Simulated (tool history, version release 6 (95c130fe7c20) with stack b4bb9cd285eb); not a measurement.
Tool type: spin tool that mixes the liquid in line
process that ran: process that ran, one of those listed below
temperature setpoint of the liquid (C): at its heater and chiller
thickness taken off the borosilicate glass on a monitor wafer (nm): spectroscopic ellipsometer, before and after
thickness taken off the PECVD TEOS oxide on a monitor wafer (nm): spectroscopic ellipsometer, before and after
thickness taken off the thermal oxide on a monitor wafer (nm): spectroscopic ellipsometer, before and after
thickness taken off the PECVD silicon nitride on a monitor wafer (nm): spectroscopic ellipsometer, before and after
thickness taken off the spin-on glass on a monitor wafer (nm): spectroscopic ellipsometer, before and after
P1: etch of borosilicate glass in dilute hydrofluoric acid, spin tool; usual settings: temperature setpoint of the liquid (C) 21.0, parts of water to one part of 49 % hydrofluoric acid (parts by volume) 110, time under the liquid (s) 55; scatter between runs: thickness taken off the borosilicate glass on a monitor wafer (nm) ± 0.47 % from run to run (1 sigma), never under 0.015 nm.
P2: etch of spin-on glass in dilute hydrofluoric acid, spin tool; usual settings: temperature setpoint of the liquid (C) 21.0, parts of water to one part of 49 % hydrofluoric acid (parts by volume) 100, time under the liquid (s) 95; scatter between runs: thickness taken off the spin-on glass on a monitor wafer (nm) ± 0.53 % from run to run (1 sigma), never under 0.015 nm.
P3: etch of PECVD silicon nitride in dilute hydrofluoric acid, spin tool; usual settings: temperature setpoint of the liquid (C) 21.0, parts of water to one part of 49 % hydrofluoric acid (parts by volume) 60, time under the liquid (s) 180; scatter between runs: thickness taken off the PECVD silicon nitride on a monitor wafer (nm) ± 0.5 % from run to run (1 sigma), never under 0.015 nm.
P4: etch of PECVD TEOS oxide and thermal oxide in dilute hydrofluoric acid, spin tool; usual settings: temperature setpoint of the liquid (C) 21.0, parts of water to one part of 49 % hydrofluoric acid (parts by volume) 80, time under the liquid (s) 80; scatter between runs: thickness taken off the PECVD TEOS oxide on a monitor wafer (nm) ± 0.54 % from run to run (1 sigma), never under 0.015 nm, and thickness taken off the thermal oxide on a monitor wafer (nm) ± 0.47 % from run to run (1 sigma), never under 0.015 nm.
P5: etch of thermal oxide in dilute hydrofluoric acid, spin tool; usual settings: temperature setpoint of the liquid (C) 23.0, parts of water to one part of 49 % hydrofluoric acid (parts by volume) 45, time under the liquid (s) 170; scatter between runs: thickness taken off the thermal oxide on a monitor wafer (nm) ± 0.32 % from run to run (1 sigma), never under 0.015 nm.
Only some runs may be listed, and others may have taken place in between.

| run | hour | process that ran | temperature setpoint of the liquid (C) | parts of water to one part of 49 % hydrofluoric acid (parts by volume) | time under the liquid (s) | hours since the thermometer was replaced | hours since the hydrofluoric acid flow meter was replaced | thickness taken off the borosilicate glass on a monitor wafer (nm) | thickness taken off the PECVD TEOS oxide on a monitor wafer (nm) | thickness taken off the thermal oxide on a monitor wafer (nm) | thickness taken off the PECVD silicon nitride on a monitor wafer (nm) | thickness taken off the spin-on glass on a monitor wafer (nm) |
|---|---|---|---|---|---|---|---|---|---|---|---|---|
| 1 | 11.9 | P1 | 21.0 | 110 | 55 | 2280.0 | 417.7 | 17.7900 |  |  |  |  |
| 2 | 20.7 | P4 | 21.0 | 80 | 140 | 2288.8 | 426.5 |  | 42.565 | 7.8432 |  |  |
| 3 | 30.8 | P1 | 29.0 | 110 | 55 | 2298.9 | 436.6 | 24.1840 |  |  |  |  |
| 4 | 39.0 | P1 | 25.0 | 60 | 55 | 2307.1 | 444.8 | 40.3940 |  |  |  |  |
| 5 | 44.7 | P1 | 21.0 | 195 | 90 | 2312.8 | 450.5 | 14.9430 |  |  |  |  |
| 6 | 51.7 | P3 | 21.0 | 95 | 180 | 2319.8 | 457.5 |  |  |  | 5.4954 |  |
| 7 | 63.7 | P1 | 21.0 | 110 | 55 | 2331.8 | 469.5 | 17.6190 |  |  |  |  |
| 8 | 73.3 | P1 | 17.0 | 110 | 55 | 2341.4 | 479.1 | 14.8400 |  |  |  |  |
| 9 | 79.6 | P2 | 28.5 | 100 | 95 | 2347.7 | 485.4 |  |  |  |  | 36.820 |
| 10 | 89.3 | P3 | 21.0 | 60 | 50 | 2357.4 | 495.1 |  |  |  | 2.3816 |  |
| 11 | 98.9 | P1 | 21.0 | 30 | 105 | 2367.0 | 504.7 | 136.4000 |  |  |  |  |
| 12 | 108.0 | P5 | 23.0 | 45 | 15 | 2376.1 | 513.8 |  |  | 1.6775 |  |  |
| 13 | 119.5 | P4 | 21.0 | 80 | 80 | 2387.6 | 525.3 |  | 24.429 | 4.5036 |  |  |
| 14 | 132.1 | P1 | 21.0 | 190 | 55 | 2400.2 | 537.9 | 9.4199 |  |  |  |  |
| 15 | 141.8 | P2 | 21.0 | 100 | 95 | 2409.9 | 547.6 |  |  |  |  | 27.275 |
| 16 | 149.3 | P3 | 28.5 | 60 | 180 | 2417.4 | 555.1 |  |  |  | 14.0420 |  |
| 17 | 158.8 | P1 | 21.0 | 110 | 55 | 2426.9 | 564.6 | 17.6480 |  |  |  |  |
| 18 | 167.4 | P5 | 23.0 | 45 | 170 | 2435.5 | 573.2 |  |  | 19.3810 |  |  |
| 19 | 177.2 | P3 | 21.0 | 60 | 180 | 2445.3 | 583.0 |  |  |  | 8.5999 |  |
| 20 | 188.0 | P3 | 21.0 | 60 | 180 | 2456.1 | 593.8 |  |  |  | 8.5906 |  |
| 21 | 196.2 | P1 | 21.0 | 30 | 55 | 2464.3 | 602.0 | 72.2920 |  |  |  |  |
| 22 | 206.3 | P1 | 21.0 | 110 | 55 | 2474.4 | 612.1 | 17.7430 |  |  |  |  |
| 23 | 214.5 | P4 | 28.0 | 80 | 80 | 2482.6 | 620.3 |  | 32.692 | 5.9496 |  |  |
| 24 | 221.3 | P1 | 21.0 | 110 | 55 | 2489.4 | 627.1 | 17.6250 |  |  |  |  |
| 25 | 232.8 | P4 | 21.0 | 120 | 80 | 2500.9 | 638.6 |  | 15.577 | 2.8198 |  |  |
| 26 | 239.6 | P1 | 21.0 | 110 | 105 | 2507.7 | 645.4 | 33.5750 |  |  |  |  |

Predict the results of run 27:
| 27 | 245.9 | P5 | 29.5 | 45 | 170 | 2514.0 | 651.7 |  |  | ? |  |  |

thickness taken off the thermal oxide on a monitor wafer (nm): 25.2530
